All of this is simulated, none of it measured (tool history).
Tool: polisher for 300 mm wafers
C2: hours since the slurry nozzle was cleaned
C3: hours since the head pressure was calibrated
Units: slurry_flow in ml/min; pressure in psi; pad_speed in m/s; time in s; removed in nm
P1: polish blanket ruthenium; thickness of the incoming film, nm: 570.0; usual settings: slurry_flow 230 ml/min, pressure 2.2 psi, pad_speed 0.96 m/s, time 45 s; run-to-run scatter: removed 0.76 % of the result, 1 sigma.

run 1 day=0.662 | slurry_flow=230 pressure=2.2 pad_speed=0.96 time=45 | wafers_polished_on_this_pad=348 C2=191.9 C3=426.1 | removed=58.237
run 2 day=1.154 | slurry_flow=320 pressure=2.2 pad_speed=0.96 time=20 | wafers_polished_on_this_pad=435 C2=203.7 C3=437.9 | removed=27.054
run 3 day=1.504 | slurry_flow=230 pressure=2.2 pad_speed=0.44 time=45 | wafers_polished_on_this_pad=497 C2=212.1 C3=446.3 | removed=26.896
run 4 day=2.117 | slurry_flow=140 pressure=2.2 pad_speed=0.96 time=45 | wafers_polished_on_this_pad=604 C2=226.8 C3=461 | removed=53.56
run 5 day=2.579 | slurry_flow=230 pressure=2.2 pad_speed=1.26 time=29 | wafers_polished_on_this_pad=686 C2=237.9 C3=472.1 | removed=49.93
-- day=2.854 slurry nozzle cleaned
run 6 day=3.254 | slurry_flow=230 pressure=1.3 pad_speed=0.96 time=45 | wafers_polished_on_this_pad=805 C2=9.6 C3=488.3 | removed=35.127
run 7 day=3.933 | slurry_flow=325 pressure=2.2 pad_speed=0.96 time=45 | wafers_polished_on_this_pad=924 C2=25.9 C3=504.6 | removed=60.116
run 8 day=4.367 | slurry_flow=230 pressure=2.2 pad_speed=0.96 time=45 | wafers_polished_on_this_pad=1001 C2=36.3 C3=515 | removed=58.782
run 9 day=4.933 | slurry_flow=230 pressure=2.9 pad_speed=0.96 time=45 | wafers_polished_on_this_pad=1100 C2=49.9 C3=528.6 | removed=78.58
run 10 day=5.546 | slurry_flow=230 pressure=2.2 pad_speed=0.96 time=45 | wafers_polished_on_this_pad=1208 C2=64.6 C3=543.3 | removed=58.75
run 11 day=5.9 | slurry_flow=230 pressure=2.2 pad_speed=0.96 time=67 | wafers_polished_on_this_pad=1271 C2=73.1 C3=551.8 | removed=88.437
run 12 day=6.533 | slurry_flow=230 pressure=2.2 pad_speed=0.96 time=45 | wafers_polished_on_this_pad=1382 C2=88.3 C3=567 | removed=57.941
run 13 day=7.004 | slurry_flow=230 pressure=2.2 pad_speed=0.96 time=45 | wafers_polished_on_this_pad=1465 C2=99.6 C3=578.3 | removed=58.938
run 14 day=7.325 | slurry_flow=230 pressure=2.2 pad_speed=1.52 time=45 | wafers_polished_on_this_pad=1522 C2=107.3 C3=586 | removed=93.487
run 15 day=7.883 | slurry_flow=230 pressure=2.2 pad_speed=0.96 time=33 | wafers_polished_on_this_pad=1620 C2=120.7 C3=599.4 | removed=43.08
run 16 day=8.233 | slurry_flow=230 pressure=2.2 pad_speed=0.96 time=45 | wafers_polished_on_this_pad=1681 C2=129.1 C3=607.8 | removed=58.728
run 17 day=8.712 | slurry_flow=230 pressure=2.2 pad_speed=0.96 time=45 | wafers_polished_on_this_pad=1766 C2=140.6 C3=619.3 | removed=58.624
run 18 day=9.15 | slurry_flow=230 pressure=2.2 pad_speed=0.96 time=45 | wafers_polished_on_this_pad=1843 C2=151.1 C3=629.8 | removed=56.967
run 19 day=9.567 | slurry_flow=230 pressure=2.2 pad_speed=0.96 time=45 | wafers_polished_on_this_pad=1916 C2=161.1 C3=639.8 | removed=56.799
run 20 day=10.108 | slurry_flow=230 pressure=2.2 pad_speed=0.96 time=45 | wafers_polished_on_this_pad=2012 C2=174.1 C3=652.8 | removed=56.785
-- day=10.483 worn pad replaced by a new one
run 21 day=10.667 | slurry_flow=230 pressure=2.2 pad_speed=0.96 time=45 | wafers_polished_on_this_pad=32 C2=187.5 C3=666.2 | removed=56.249
run 22 day=11.158 | slurry_flow=230 pressure=2.2 pad_speed=0.96 time=45 | wafers_polished_on_this_pad=119 C2=199.3 C3=678 | removed=56.418
run 23 day=11.529 | slurry_flow=230 pressure=2.2 pad_speed=0.96 time=45 | wafers_polished_on_this_pad=184 C2=208.2 C3=686.9 | removed=56.168

What P1 gives has crept away from where it was. These 2 causes fit the log equally well, each at the size given:
A: slurry flow missing at the pad, % = 29
B: head's pressure below its setpoint, % = 4.59
The creep began at about day 8.712.
Why every other cause is out:
removal rate lost through wear of the pad, %: serviced at day 10.483, which brought nothing back

4 check runs are offered, each on 5 wafers whose results are averaged, their results left as question marks. Which one tells the causes apart?
run check 1 day=11.9 | slurry_flow=230 pressure=2.2 pad_speed=1.38 time=65 | removed=?
run check 2 day=11.9 | slurry_flow=230 pressure=2.7 pad_speed=0.44 time=45 | removed=?
run check 3 day=11.9 | slurry_flow=230 pressure=1.7 pad_speed=1.44 time=45 | removed=?
run check 4 day=11.9 | slurry_flow=140 pressure=2.2 pad_speed=0.96 time=45 | removed=?

What each check would give under each cause:
check=check_1 result=removed if_A=116.29 if_B=116.29
check=check_2 result=removed if_A=31.503 if_B=31.503
check=check_3 result=removed if_A=64.915 if_B=64.916
check=check_4 result=removed if_A=50.641 if_B=52.036
How far apart the two closest causes lie, in the result that separates them most: check 1 0 %; check 2 0 %; check 3 0 %; check 4 2.72 %
Only check 4 tells the causes apart: in the others they would give nearly the same result.

Then check 4 was run and gave: removed 50.553 nm. Which cause is it?

It is A: slurry flow missing at the pad, %.

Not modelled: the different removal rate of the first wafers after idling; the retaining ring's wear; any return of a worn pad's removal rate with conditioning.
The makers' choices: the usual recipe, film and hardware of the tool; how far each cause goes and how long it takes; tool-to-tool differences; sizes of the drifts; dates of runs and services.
